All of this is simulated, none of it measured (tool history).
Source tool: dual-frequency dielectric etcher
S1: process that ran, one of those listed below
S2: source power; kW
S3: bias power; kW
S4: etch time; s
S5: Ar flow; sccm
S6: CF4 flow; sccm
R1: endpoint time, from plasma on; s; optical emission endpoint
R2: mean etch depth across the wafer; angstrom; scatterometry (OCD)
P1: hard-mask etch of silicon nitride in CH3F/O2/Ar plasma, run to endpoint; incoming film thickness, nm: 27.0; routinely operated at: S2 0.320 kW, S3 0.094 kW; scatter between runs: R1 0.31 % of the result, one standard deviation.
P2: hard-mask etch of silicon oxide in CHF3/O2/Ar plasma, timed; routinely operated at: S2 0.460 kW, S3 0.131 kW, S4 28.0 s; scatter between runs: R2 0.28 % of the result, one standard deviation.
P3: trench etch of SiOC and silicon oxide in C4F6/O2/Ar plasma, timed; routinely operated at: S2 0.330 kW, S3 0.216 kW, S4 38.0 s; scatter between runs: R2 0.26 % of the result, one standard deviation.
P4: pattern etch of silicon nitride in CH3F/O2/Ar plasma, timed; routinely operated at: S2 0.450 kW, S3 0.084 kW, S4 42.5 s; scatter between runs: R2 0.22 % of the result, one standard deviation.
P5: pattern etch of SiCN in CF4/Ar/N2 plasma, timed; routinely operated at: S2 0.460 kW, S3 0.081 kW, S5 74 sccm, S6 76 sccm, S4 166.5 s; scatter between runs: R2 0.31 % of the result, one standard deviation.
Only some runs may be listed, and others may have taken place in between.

run,hour,S1,S2,S3,S4,S5,S6,R1,R2
1,9.2,P1,0.320,0.094,,,,39.215,
2,18.6,P2,0.270,0.131,28.0,,,,365.92
3,25.2,P3,0.330,0.216,38.0,,,,739.32
4,30.3,P5,0.460,0.081,166.5,47,76,,1694.10
5,38.8,P1,0.320,0.122,,,,35.502,
6,43.0,P3,0.330,0.161,38.0,,,,672.10
7,50.1,P2,0.460,0.088,28.0,,,,398.55
8,55.9,P1,0.320,0.094,,,,39.099,
9,61.9,P1,0.320,0.094,,,,39.013,
10,66.7,P5,0.460,0.081,91.5,74,76,,880.58
11,72.9,P1,0.320,0.062,,,,45.441,
12,81.5,P1,0.450,0.122,,,,31.201,
13,86.2,P1,0.320,0.094,,,,39.298,
14,93.6,P5,0.460,0.081,166.5,74,52,,1527.90
15,102.6,P4,0.540,0.084,42.5,,,,370.69
16,108.3,P5,0.610,0.081,166.5,74,76,,2057.10
17,113.3,P4,0.450,0.066,42.5,,,,319.74
18,121.3,P2,0.460,0.131,34.5,,,,557.27
19,129.8,P4,0.450,0.084,42.5,,,,346.75
20,139.3,P1,0.440,0.094,,,,34.846,
21,147.4,P4,0.450,0.084,59.0,,,,482.29
22,152.3,P5,0.460,0.081,166.5,74,76,,1607.80
# hour 155.5: wet clean of the chamber
23,158.3,P4,0.450,0.084,42.5,,,,345.76
24,163.7,P3,0.330,0.216,25.5,,,,497.61
25,172.0,P3,0.430,0.216,38.0,,,,824.39
26,180.3,P2,0.460,0.131,28.0,,,,450.58
27,185.0,P3,0.330,0.216,38.0,,,,742.08
28,193.5,P1,0.270,0.076,,,,45.247,
29,201.7,P1,0.250,0.094,,,,42.927,
30,208.5,P5,0.460,0.081,166.5,74,76,,1605.00
31,217.6,P5,0.460,0.107,166.5,74,76,,1772.70
32,224.3,P1,0.320,0.094,,,,39.031,
33,232.1,P1,0.320,0.094,,,,38.865,
34,239.1,P1,0.320,0.094,,,,38.773,
35,243.7,P1,0.320,0.094,,,,38.868,
36,251.1,P1,0.320,0.094,,,,38.727,
37,255.7,P1,0.320,0.094,,,,38.679,
38,262.4,P1,0.320,0.094,,,,38.670,
# hour 262.9: wet clean of the chamber
39,267.3,P1,0.320,0.094,,,,38.588,
40,272.2,P1,0.320,0.094,,,,38.499,
41,277.0,P1,0.320,0.094,,,,38.640,

The log shows P1 creeping away from where it was. Any of the 2 causes listed here, at the size stated for it, fits the log just as well as the others:
A: source power that arrives over what is set, % = 4.19
B: bias power that arrives over what is set, % = 4.22
The onset of the drift is placed at about hour 224.3.
Every other cause this tool's parts could produce, and why it does not fit the log:
chamber walls in a state that raises the etch rate, %: serviced after onset, at hour 262.9, with no recovery of the prior output

Each of the 4 check runs below uses one wafer; its results are left as question marks. Which run tells the causes apart?
check 1,281.8,P3,0.410,0.216,38.0,,,,?
check 2,281.8,P4,0.450,0.066,58.5,,,,?
check 3,281.8,P5,0.460,0.081,166.5,56,76,,?
check 4,281.8,P2,0.280,0.131,33.0,,,,?

Check results expected under each cause:
check,result,if A,if B
check 1,R2,818.84,817.04
check 2,R2,446.05,445.20
check 3,R2,1721.60,1682.70
check 4,R2,445.26,444.40
Separation of the two closest causes in each check, using whichever result separates them best: check 1 0.22 %; check 2 0.19 %; check 3 2.29 %; check 4 0.19 %
The other checks would show nearly matching results whichever cause is true, so check 3 is the only one that separates the causes.

Check 3 was then run and gave: R2 1715.30 angstrom. Which cause is it?

Of the candidate causes, it is A: source power that arrives over what is set, %.
